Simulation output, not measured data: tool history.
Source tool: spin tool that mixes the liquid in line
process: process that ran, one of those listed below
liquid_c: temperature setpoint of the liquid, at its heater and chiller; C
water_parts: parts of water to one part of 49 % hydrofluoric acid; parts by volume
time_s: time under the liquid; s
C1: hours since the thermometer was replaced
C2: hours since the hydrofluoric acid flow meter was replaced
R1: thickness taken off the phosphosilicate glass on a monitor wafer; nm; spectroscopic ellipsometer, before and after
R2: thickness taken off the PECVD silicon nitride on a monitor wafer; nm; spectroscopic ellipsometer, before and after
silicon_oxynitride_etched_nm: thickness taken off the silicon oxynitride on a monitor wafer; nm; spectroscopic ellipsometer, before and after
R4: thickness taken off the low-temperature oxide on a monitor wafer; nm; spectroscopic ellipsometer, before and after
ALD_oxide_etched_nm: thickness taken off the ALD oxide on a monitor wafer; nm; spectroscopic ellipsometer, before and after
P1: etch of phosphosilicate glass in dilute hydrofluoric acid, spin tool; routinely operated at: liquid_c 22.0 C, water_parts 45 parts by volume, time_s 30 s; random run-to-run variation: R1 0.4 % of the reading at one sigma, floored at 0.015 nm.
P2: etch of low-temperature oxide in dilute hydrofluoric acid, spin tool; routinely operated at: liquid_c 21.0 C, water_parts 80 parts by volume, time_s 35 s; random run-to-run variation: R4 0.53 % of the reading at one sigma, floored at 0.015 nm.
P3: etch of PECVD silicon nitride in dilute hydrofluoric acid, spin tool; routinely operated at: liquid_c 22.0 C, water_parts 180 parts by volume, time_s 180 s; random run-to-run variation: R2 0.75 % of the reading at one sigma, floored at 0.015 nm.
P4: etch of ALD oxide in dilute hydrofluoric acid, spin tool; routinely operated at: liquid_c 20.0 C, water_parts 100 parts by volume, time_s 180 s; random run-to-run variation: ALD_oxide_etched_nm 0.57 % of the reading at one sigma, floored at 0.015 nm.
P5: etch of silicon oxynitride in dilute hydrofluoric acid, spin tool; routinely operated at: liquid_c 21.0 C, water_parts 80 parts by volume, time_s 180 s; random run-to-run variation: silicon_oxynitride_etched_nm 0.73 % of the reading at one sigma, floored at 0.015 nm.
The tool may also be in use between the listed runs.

{"run": 1, "day": 0.358, "process": "P1", "liquid_c": 22.0, "water_parts": 45, "time_s": 30, "C1": 1200.2, "C2": 877.4, "R1": 40.408}
{"run": 2, "day": 0.671, "process": "P3", "liquid_c": 22.0, "water_parts": 180, "time_s": 180, "C1": 1207.7, "C2": 884.9, "R2": 2.8479}
{"run": 3, "day": 1.008, "process": "P5", "liquid_c": 21.0, "water_parts": 110, "time_s": 180, "C1": 1215.8, "C2": 893.0, "silicon_oxynitride_etched_nm": 2.0449}
{"run": 4, "day": 1.433, "process": "P1", "liquid_c": 22.0, "water_parts": 45, "time_s": 30, "C1": 1226.0, "C2": 903.2, "R1": 39.972}
{"run": 5, "day": 1.729, "process": "P1", "liquid_c": 17.0, "water_parts": 20, "time_s": 30, "C1": 1233.1, "C2": 910.3, "R1": 74.631}
{"run": 6, "day": 1.962, "process": "P5", "liquid_c": 21.0, "water_parts": 80, "time_s": 180, "C1": 1238.7, "C2": 915.9, "silicon_oxynitride_etched_nm": 2.9118}
{"run": 7, "day": 2.342, "process": "P2", "liquid_c": 28.5, "water_parts": 80, "time_s": 35, "C1": 1247.8, "C2": 925.0, "R4": 8.2542}
{"run": 8, "day": 2.588, "process": "P1", "liquid_c": 27.5, "water_parts": 45, "time_s": 30, "C1": 1253.7, "C2": 930.9, "R1": 50.635}
{"run": 9, "day": 2.988, "process": "P3", "liquid_c": 22.0, "water_parts": 180, "time_s": 180, "C1": 1263.3, "C2": 940.5, "R2": 2.8908}
{"run": 10, "day": 3.367, "process": "P1", "liquid_c": 22.0, "water_parts": 45, "time_s": 15, "C1": 1272.4, "C2": 949.6, "R1": 20.183}
{"run": 11, "day": 3.783, "process": "P1", "liquid_c": 22.0, "water_parts": 45, "time_s": 30, "C1": 1282.4, "C2": 959.6, "R1": 40.182}
{"run": 12, "day": 4.133, "process": "P2", "liquid_c": 21.0, "water_parts": 80, "time_s": 35, "C1": 1290.8, "C2": 968.0, "R4": 6.0834}
{"run": 13, "day": 4.475, "process": "P1", "liquid_c": 22.0, "water_parts": 45, "time_s": 45, "C1": 1299.0, "C2": 976.2, "R1": 60.343}
{"run": 14, "day": 4.696, "process": "P1", "liquid_c": 18.5, "water_parts": 45, "time_s": 30, "C1": 1304.3, "C2": 981.5, "R1": 34.885}
{"run": 15, "day": 5.0, "process": "P2", "liquid_c": 21.0, "water_parts": 30, "time_s": 35, "C1": 1311.6, "C2": 988.8, "R4": 17.209}
{"run": 16, "day": 5.267, "process": "P1", "liquid_c": 17.5, "water_parts": 45, "time_s": 45, "C1": 1318.0, "C2": 995.2, "R1": 49.55}
{"run": 17, "day": 5.654, "process": "P4", "liquid_c": 25.0, "water_parts": 100, "time_s": 180, "C1": 1327.3, "C2": 1004.5, "ALD_oxide_etched_nm": 30.17}
{"day": 5.704, "done": "hydrofluoric acid flow meter replaced"}
{"run": 18, "day": 6.033, "process": "P2", "liquid_c": 21.0, "water_parts": 80, "time_s": 55, "C1": 1336.4, "C2": 7.9, "R4": 9.7136}
{"run": 19, "day": 6.362, "process": "P5", "liquid_c": 27.0, "water_parts": 80, "time_s": 180, "C1": 1344.3, "C2": 15.8, "silicon_oxynitride_etched_nm": 3.8596}
{"run": 20, "day": 6.675, "process": "P5", "liquid_c": 21.0, "water_parts": 80, "time_s": 60, "C1": 1351.8, "C2": 23.3, "silicon_oxynitride_etched_nm": 0.95481}
{"run": 21, "day": 7.112, "process": "P1", "liquid_c": 22.0, "water_parts": 45, "time_s": 30, "C1": 1362.3, "C2": 33.8, "R1": 40.519}
{"run": 22, "day": 7.308, "process": "P4", "liquid_c": 20.0, "water_parts": 100, "time_s": 180, "C1": 1367.0, "C2": 38.5, "ALD_oxide_etched_nm": 24.536}
{"run": 23, "day": 7.625, "process": "P1", "liquid_c": 22.0, "water_parts": 65, "time_s": 30, "C1": 1374.6, "C2": 46.1, "R1": 27.172}
{"run": 24, "day": 7.825, "process": "P4", "liquid_c": 20.0, "water_parts": 50, "time_s": 180, "C1": 1379.4, "C2": 50.9, "ALD_oxide_etched_nm": 51.871}
{"run": 25, "day": 8.146, "process": "P3", "liquid_c": 22.0, "water_parts": 270, "time_s": 180, "C1": 1387.1, "C2": 58.6, "R2": 1.9434}
{"run": 26, "day": 8.517, "process": "P2", "liquid_c": 21.0, "water_parts": 80, "time_s": 35, "C1": 1396.0, "C2": 67.5, "R4": 6.1246}
{"run": 27, "day": 8.762, "process": "P3", "liquid_c": 22.0, "water_parts": 180, "time_s": 260, "C1": 1401.9, "C2": 73.4, "R2": 4.1982}
{"run": 28, "day": 9.138, "process": "P1", "liquid_c": 22.0, "water_parts": 20, "time_s": 30, "C1": 1410.9, "C2": 82.4, "R1": 93.02}
{"run": 29, "day": 9.462, "process": "P4", "liquid_c": 20.0, "water_parts": 100, "time_s": 35, "C1": 1418.7, "C2": 90.2, "ALD_oxide_etched_nm": 4.8286}
{"run": 30, "day": 9.742, "process": "P3", "liquid_c": 17.0, "water_parts": 180, "time_s": 180, "C1": 1425.4, "C2": 96.9, "R2": 2.0991}
{"run": 31, "day": 10.008, "process": "P1", "liquid_c": 22.0, "water_parts": 45, "time_s": 30, "C1": 1431.8, "C2": 103.3, "R1": 40.032}
{"run": 32, "day": 10.262, "process": "P1", "liquid_c": 22.0, "water_parts": 45, "time_s": 30, "C1": 1437.9, "C2": 109.4, "R1": 39.342}
{"run": 33, "day": 10.642, "process": "P1", "liquid_c": 22.0, "water_parts": 45, "time_s": 30, "C1": 1447.0, "C2": 118.5, "R1": 38.081}
{"run": 34, "day": 10.888, "process": "P1", "liquid_c": 22.0, "water_parts": 45, "time_s": 30, "C1": 1452.9, "C2": 124.4, "R1": 37.663}
{"run": 35, "day": 11.1, "process": "P1", "liquid_c": 22.0, "water_parts": 45, "time_s": 30, "C1": 1458.0, "C2": 129.5, "R1": 37.635}
{"run": 36, "day": 11.304, "process": "P1", "liquid_c": 22.0, "water_parts": 45, "time_s": 30, "C1": 1462.9, "C2": 134.4, "R1": 37.57}
{"run": 37, "day": 11.692, "process": "P1", "liquid_c": 22.0, "water_parts": 45, "time_s": 30, "C1": 1472.2, "C2": 143.7, "R1": 36.855}
{"run": 38, "day": 12.05, "process": "P1", "liquid_c": 22.0, "water_parts": 45, "time_s": 30, "C1": 1480.8, "C2": 152.3, "R1": 36.717}
{"run": 39, "day": 12.471, "process": "P1", "liquid_c": 22.0, "water_parts": 45, "time_s": 30, "C1": 1490.9, "C2": 162.4, "R1": 36.873}
{"run": 40, "day": 12.862, "process": "P1", "liquid_c": 22.0, "water_parts": 45, "time_s": 30, "C1": 1500.3, "C2": 171.8, "R1": 36.649}
{"run": 41, "day": 13.188, "process": "P1", "liquid_c": 22.0, "water_parts": 45, "time_s": 30, "C1": 1508.1, "C2": 179.6, "R1": 36.749}
{"run": 42, "day": 13.538, "process": "P1", "liquid_c": 22.0, "water_parts": 45, "time_s": 30, "C1": 1516.5, "C2": 188.0, "R1": 36.616}

What P1 gives has crept away from where it was. These 2 causes fit the log equally well, each at the size given:
A: liquid colder than its thermometer reads (K) = 2.31
B: hydrofluoric acid flow below the setpoint (%) = 8.81
Creep in the process output first set in at about day 10.008.

4 check runs are offered, each on 2 wafers whose results are averaged, their results left as question marks. Which one tells the causes apart?
{"run": "check 1", "day": 13.888, "process": "P3", "liquid_c": 22.0, "water_parts": 180, "time_s": 180, "R2": "?"}
{"run": "check 2", "day": 13.888, "process": "P4", "liquid_c": 20.0, "water_parts": 100, "time_s": 180, "ALD_oxide_etched_nm": "?"}
{"run": "check 3", "day": 13.888, "process": "P5", "liquid_c": 21.0, "water_parts": 80, "time_s": 180, "silicon_oxynitride_etched_nm": "?"}
{"run": "check 4", "day": 13.888, "process": "P2", "liquid_c": 21.0, "water_parts": 80, "time_s": 35, "R4": "?"}

What each check would give under each cause:
check=check_1 result=R2 if_A=2.4813 if_B=2.6375
check=check_2 result=ALD_oxide_etched_nm if_A=22.3870 if_B=22.2290
check=check_3 result=silicon_oxynitride_etched_nm if_A=2.58150 if_B=2.62400
check=check_4 result=R4 if_A=5.5619 if_B=5.5340
How far apart the two closest causes lie, in the result that separates them most: check 1 6.1 %; check 2 0.71 %; check 3 1.63 %; check 4 0.5 %
Check 1 tells the causes apart: in the others they would give nearly the same result.

Check 1 was carried out, with these results: R2 2.6272 nm. Which of the listed causes is responsible?

B is the cause: hydrofluoric acid flow below the setpoint (%).
